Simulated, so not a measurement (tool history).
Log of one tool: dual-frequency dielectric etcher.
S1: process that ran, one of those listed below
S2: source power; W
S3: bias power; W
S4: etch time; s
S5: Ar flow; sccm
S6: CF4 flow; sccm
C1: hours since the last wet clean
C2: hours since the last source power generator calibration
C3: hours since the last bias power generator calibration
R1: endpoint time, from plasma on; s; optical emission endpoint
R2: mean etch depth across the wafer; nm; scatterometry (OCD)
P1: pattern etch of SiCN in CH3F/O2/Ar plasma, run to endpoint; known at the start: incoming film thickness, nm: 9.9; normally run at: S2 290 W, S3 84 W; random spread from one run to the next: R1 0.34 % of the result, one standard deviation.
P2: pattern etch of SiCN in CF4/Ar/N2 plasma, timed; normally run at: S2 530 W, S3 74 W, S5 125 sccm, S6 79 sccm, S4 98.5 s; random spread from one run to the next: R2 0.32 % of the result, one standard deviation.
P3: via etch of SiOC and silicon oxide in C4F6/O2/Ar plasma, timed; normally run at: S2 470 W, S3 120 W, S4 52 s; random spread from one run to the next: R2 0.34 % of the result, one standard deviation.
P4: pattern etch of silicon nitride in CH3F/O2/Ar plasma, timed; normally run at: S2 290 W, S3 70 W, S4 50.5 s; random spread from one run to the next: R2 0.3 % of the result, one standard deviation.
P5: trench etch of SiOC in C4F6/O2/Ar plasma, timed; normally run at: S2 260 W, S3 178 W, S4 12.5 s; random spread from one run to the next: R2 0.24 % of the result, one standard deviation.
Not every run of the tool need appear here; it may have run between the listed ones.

Run 1, day 0.512: S1 P1, S2 290 W, S3 84 W; C1 79.4; C2 1671.3; C3 1621. Result: R1 29.454 s.
Run 2, day 0.967: S1 P3, S2 630 W, S3 120 W, S4 52 s; C1 90.3; C2 1682.2; C3 1631.9. Result: R2 62.197 nm.
Run 3, day 1.225: S1 P4, S2 290 W, S3 88 W, S4 50.5 s; C1 96.5; C2 1688.4; C3 1638.1. Result: R2 34.181 nm.
Run 4, day 1.588: S1 P1, S2 200 W, S3 69 W; C1 105.2; C2 1697.1; C3 1646.8. Result: R1 36.28 s.
Run 5, day 2.017: S1 P4, S2 290 W, S3 70 W, S4 28 s; C1 115.5; C2 1707.4; C3 1657.1. Result: R2 17.508 nm.
Run 6, day 2.529: S1 P3, S2 470 W, S3 120 W, S4 52 s; C1 127.8; C2 1719.7; C3 1669.4. Result: R2 55.429 nm.
Run 7, day 2.792: S1 P5, S2 260 W, S3 225 W, S4 12.5 s; C1 134.1; C2 1726; C3 1675.7. Result: R2 23.447 nm.
Run 8, day 3.05: S1 P2, S2 530 W, S3 74 W, S4 54.5 s, S5 125 sccm, S6 79 sccm; C1 140.3; C2 1732.2; C3 1681.9. Result: R2 53.036 nm.
Run 9, day 3.354: S1 P1, S2 290 W, S3 84 W; C1 147.6; C2 1739.5; C3 1689.2. Result: R1 29.595 s.
At day 3.692: source power generator calibrated.
Run 10, day 3.796: S1 P3, S2 470 W, S3 120 W, S4 76.5 s; C1 158.2; C2 2.6; C3 1699.8. Result: R2 81.711 nm.
Run 11, day 4.35: S1 P1, S2 290 W, S3 84 W; C1 171.5; C2 15.9; C3 1713.1. Result: R1 29.63 s.
Run 12, day 4.788: S1 P4, S2 410 W, S3 70 W, S4 50.5 s; C1 182; C2 26.4; C3 1723.6. Result: R2 36.004 nm.
Run 13, day 5.162: S1 P1, S2 390 W, S3 84 W; C1 191; C2 35.4; C3 1732.6. Result: R1 26.409 s.
Run 14, day 5.683: S1 P2, S2 530 W, S3 74 W, S4 98.5 s, S5 125 sccm, S6 79 sccm; C1 203.5; C2 47.9; C3 1745.1. Result: R2 95.677 nm.
Run 15, day 6.238: S1 P2, S2 530 W, S3 74 W, S4 98.5 s, S5 99 sccm, S6 79 sccm; C1 216.8; C2 61.2; C3 1758.4. Result: R2 98.606 nm.
Run 16, day 6.579: S1 P1, S2 290 W, S3 63 W; C1 225; C2 69.4; C3 1766.6. Result: R1 32.725 s.
Run 17, day 6.925: S1 P1, S2 360 W, S3 55 W; C1 233.3; C2 77.7; C3 1774.9. Result: R1 31.735 s.
Run 18, day 7.329: S1 P5, S2 260 W, S3 178 W, S4 9.5 s; C1 243; C2 87.4; C3 1784.6. Result: R2 16.441 nm.
Run 19, day 7.621: S1 P3, S2 470 W, S3 142 W, S4 52 s; C1 250; C2 94.4; C3 1791.6. Result: R2 57.967 nm.
Run 20, day 8.075: S1 P1, S2 230 W, S3 84 W; C1 260.9; C2 105.3; C3 1802.5. Result: R1 32.074 s.
Run 21, day 8.621: S1 P5, S2 260 W, S3 178 W, S4 12.5 s; C1 274; C2 118.4; C3 1815.6. Result: R2 21.762 nm.
Run 22, day 9.079: S1 P1, S2 290 W, S3 103 W; C1 285; C2 129.4; C3 1826.6. Result: R1 27.398 s.
Run 23, day 9.642: S1 P2, S2 530 W, S3 45 W, S4 98.5 s, S5 125 sccm, S6 79 sccm; C1 298.5; C2 142.9; C3 1840.1. Result: R2 81.27 nm.
Run 24, day 10.2: S1 P2, S2 530 W, S3 74 W, S4 98.5 s, S5 125 sccm, S6 79 sccm; C1 311.9; C2 156.3; C3 1853.5. Result: R2 95.541 nm.

Predict the results of run 25:
Run 25, day 10.738: S1 P4, S2 290 W, S3 70 W, S4 50.5 s; C1 324.8; C2 169.2; C3 1866.4. Result: R2 ?.

R2: 31.648 nm
